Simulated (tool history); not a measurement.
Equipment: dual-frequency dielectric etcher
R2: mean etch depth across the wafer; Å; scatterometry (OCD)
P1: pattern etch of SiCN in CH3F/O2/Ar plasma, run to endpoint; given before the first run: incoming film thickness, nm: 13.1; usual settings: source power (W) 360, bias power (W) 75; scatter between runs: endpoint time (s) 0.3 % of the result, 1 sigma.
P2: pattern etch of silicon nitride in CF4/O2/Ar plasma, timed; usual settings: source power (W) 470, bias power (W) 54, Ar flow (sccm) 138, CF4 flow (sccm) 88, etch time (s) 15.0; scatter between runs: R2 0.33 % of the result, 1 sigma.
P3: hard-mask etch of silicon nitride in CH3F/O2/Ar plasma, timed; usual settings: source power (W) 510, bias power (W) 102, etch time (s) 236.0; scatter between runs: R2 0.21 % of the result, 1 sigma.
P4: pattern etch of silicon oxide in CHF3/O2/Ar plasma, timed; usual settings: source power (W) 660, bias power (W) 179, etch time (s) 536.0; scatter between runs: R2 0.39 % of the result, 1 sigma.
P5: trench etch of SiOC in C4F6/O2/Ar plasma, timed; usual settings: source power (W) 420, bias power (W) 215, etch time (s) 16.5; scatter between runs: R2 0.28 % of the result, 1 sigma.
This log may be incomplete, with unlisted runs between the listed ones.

{"run": 1, "hour": 6.6, "process that ran": "P1", "source power (W)": 360, "bias power (W)": 75, "endpoint time (s)": 36.562}
{"run": 2, "hour": 11.5, "process that ran": "P4", "source power (W)": 660, "bias power (W)": 179, "etch time (s)": 536.0, "R2": 10893.0}
{"run": 3, "hour": 15.1, "process that ran": "P1", "source power (W)": 360, "bias power (W)": 105, "endpoint time (s)": 32.201}
{"hour": 19.0, "done": "source power generator calibrated"}
{"run": 4, "hour": 20.6, "process that ran": "P2", "source power (W)": 470, "bias power (W)": 54, "etch time (s)": 15.0, "Ar flow (sccm)": 92, "CF4 flow (sccm)": 88, "R2": 275.88}
{"run": 5, "hour": 24.5, "process that ran": "P1", "source power (W)": 360, "bias power (W)": 75, "endpoint time (s)": 36.546}
{"run": 6, "hour": 29.5, "process that ran": "P1", "source power (W)": 360, "bias power (W)": 75, "endpoint time (s)": 36.675}
{"run": 7, "hour": 32.6, "process that ran": "P4", "source power (W)": 660, "bias power (W)": 179, "etch time (s)": 394.5, "R2": 8087.5}
{"run": 8, "hour": 36.5, "process that ran": "P2", "source power (W)": 470, "bias power (W)": 54, "etch time (s)": 15.0, "Ar flow (sccm)": 138, "CF4 flow (sccm)": 110, "R2": 268.66}
{"run": 9, "hour": 40.2, "process that ran": "P1", "source power (W)": 360, "bias power (W)": 75, "endpoint time (s)": 36.697}
{"run": 10, "hour": 44.6, "process that ran": "P1", "source power (W)": 270, "bias power (W)": 75, "endpoint time (s)": 40.62}
{"run": 11, "hour": 51.0, "process that ran": "P1", "source power (W)": 220, "bias power (W)": 49, "endpoint time (s)": 51.27}
{"run": 12, "hour": 54.0, "process that ran": "P3", "source power (W)": 510, "bias power (W)": 102, "etch time (s)": 236.0, "R2": 2033.2}
{"run": 13, "hour": 57.6, "process that ran": "P2", "source power (W)": 470, "bias power (W)": 54, "etch time (s)": 15.0, "Ar flow (sccm)": 138, "CF4 flow (sccm)": 88, "R2": 261.96}
{"run": 14, "hour": 60.7, "process that ran": "P2", "source power (W)": 470, "bias power (W)": 70, "etch time (s)": 15.0, "Ar flow (sccm)": 138, "CF4 flow (sccm)": 88, "R2": 290.65}
{"run": 15, "hour": 67.0, "process that ran": "P4", "source power (W)": 660, "bias power (W)": 250, "etch time (s)": 536.0, "R2": 12331.0}
{"run": 16, "hour": 70.7, "process that ran": "P5", "source power (W)": 420, "bias power (W)": 215, "etch time (s)": 16.5, "R2": 358.91}
{"run": 17, "hour": 74.5, "process that ran": "P3", "source power (W)": 330, "bias power (W)": 102, "etch time (s)": 236.0, "R2": 1731.9}
{"run": 18, "hour": 79.3, "process that ran": "P5", "source power (W)": 420, "bias power (W)": 215, "etch time (s)": 16.5, "R2": 357.74}
{"run": 19, "hour": 83.1, "process that ran": "P1", "source power (W)": 360, "bias power (W)": 75, "endpoint time (s)": 36.64}
{"run": 20, "hour": 87.2, "process that ran": "P1", "source power (W)": 360, "bias power (W)": 45, "endpoint time (s)": 43.527}
{"run": 21, "hour": 90.4, "process that ran": "P2", "source power (W)": 470, "bias power (W)": 54, "etch time (s)": 9.0, "Ar flow (sccm)": 138, "CF4 flow (sccm)": 88, "R2": 155.44}
{"run": 22, "hour": 94.8, "process that ran": "P4", "source power (W)": 460, "bias power (W)": 179, "etch time (s)": 536.0, "R2": 9605.0}
{"run": 23, "hour": 99.3, "process that ran": "P3", "source power (W)": 510, "bias power (W)": 102, "etch time (s)": 287.0, "R2": 2471.5}
{"run": 24, "hour": 104.2, "process that ran": "P2", "source power (W)": 330, "bias power (W)": 54, "etch time (s)": 15.0, "Ar flow (sccm)": 138, "CF4 flow (sccm)": 88, "R2": 192.79}
{"run": 25, "hour": 108.5, "process that ran": "P1", "source power (W)": 360, "bias power (W)": 75, "endpoint time (s)": 36.434}
{"run": 26, "hour": 113.6, "process that ran": "P5", "source power (W)": 420, "bias power (W)": 215, "etch time (s)": 9.0, "R2": 195.36}
{"run": 27, "hour": 118.4, "process that ran": "P3", "source power (W)": 510, "bias power (W)": 131, "etch time (s)": 236.0, "R2": 2230.4}
{"run": 28, "hour": 122.7, "process that ran": "P5", "source power (W)": 420, "bias power (W)": 165, "etch time (s)": 16.5, "R2": 328.91}
{"run": 29, "hour": 128.6, "process that ran": "P1", "source power (W)": 450, "bias power (W)": 75, "endpoint time (s)": 33.424}
{"run": 30, "hour": 134.2, "process that ran": "P5", "source power (W)": 550, "bias power (W)": 215, "etch time (s)": 16.5, "R2": 398.96}
{"run": 31, "hour": 140.8, "process that ran": "P1", "source power (W)": 360, "bias power (W)": 75, "endpoint time (s)": 36.533}
{"run": 32, "hour": 146.0, "process that ran": "P1", "source power (W)": 360, "bias power (W)": 75, "endpoint time (s)": 36.908}
{"run": 33, "hour": 149.9, "process that ran": "P1", "source power (W)": 360, "bias power (W)": 75, "endpoint time (s)": 36.735}
{"run": 34, "hour": 155.6, "process that ran": "P1", "source power (W)": 360, "bias power (W)": 75, "endpoint time (s)": 37.065}
{"hour": 158.3, "done": "wet clean of the chamber"}
{"run": 35, "hour": 160.1, "process that ran": "P1", "source power (W)": 360, "bias power (W)": 75, "endpoint time (s)": 37.092}
{"run": 36, "hour": 163.6, "process that ran": "P1", "source power (W)": 360, "bias power (W)": 75, "endpoint time (s)": 37.015}
{"run": 37, "hour": 168.8, "process that ran": "P1", "source power (W)": 360, "bias power (W)": 75, "endpoint time (s)": 37.228}
{"run": 38, "hour": 172.5, "process that ran": "P1", "source power (W)": 360, "bias power (W)": 75, "endpoint time (s)": 37.201}
{"run": 39, "hour": 175.5, "process that ran": "P1", "source power (W)": 360, "bias power (W)": 75, "endpoint time (s)": 36.948}
{"run": 40, "hour": 179.4, "process that ran": "P1", "source power (W)": 360, "bias power (W)": 75, "endpoint time (s)": 37.158}

What P1 gives has crept off from where it sat before. The 2 causes that follow fit the log equally well, each at the size noted:
A: source power that arrives under what is set, % = 4.21
B: bias power that arrives under what is set, % = 4.4
At approximately hour 140.8, the process output began to creep.
Excluded causes, each with its reason:
chamber walls in a state that lowers the etch rate, %: serviced after onset, at hour 158.3, with no recovery of the prior output

Below are 4 check runs, each averaged over 2 wafers, with their results shown as question marks. Which of them would give clearly different results depending on which cause is behind the drift?
{"run": "check 1", "hour": 183.3, "process that ran": "P2", "source power (W)": 470, "bias power (W)": 54, "etch time (s)": 15.0, "Ar flow (sccm)": 113, "CF4 flow (sccm)": 108, "R2": "?"}
{"run": "check 2", "hour": 183.3, "process that ran": "P3", "source power (W)": 370, "bias power (W)": 102, "etch time (s)": 279.0, "R2": "?"}
{"run": "check 3", "hour": 183.3, "process that ran": "P4", "source power (W)": 660, "bias power (W)": 247, "etch time (s)": 409.0, "R2": "?"}
{"run": "check 4", "hour": 183.3, "process that ran": "P5", "source power (W)": 420, "bias power (W)": 175, "etch time (s)": 9.5, "R2": "?"}

Predicted outcomes, by check and by cause:
check=check_1 result=R2 if_A=265.17 if_B=270.57
check=check_2 result=R2 if_A=2099.90 if_B=2098.50
check=check_3 result=R2 if_A=9243.20 if_B=9245.90
check=check_4 result=R2 if_A=189.98 if_B=190.50
Per-check spread between the two closest causes, in the result where they differ most: check 1 2.02 %; check 2 0.07 %; check 3 0.03 %; check 4 0.27 %
Of the check runs offered, only check 1 discriminates between the causes; the rest would read about the same regardless of which cause applies.

Check 1 was carried out, with these results: R2 265.03 Å. Which of the listed causes is responsible?

The cause is A: source power that arrives under what is set, %.

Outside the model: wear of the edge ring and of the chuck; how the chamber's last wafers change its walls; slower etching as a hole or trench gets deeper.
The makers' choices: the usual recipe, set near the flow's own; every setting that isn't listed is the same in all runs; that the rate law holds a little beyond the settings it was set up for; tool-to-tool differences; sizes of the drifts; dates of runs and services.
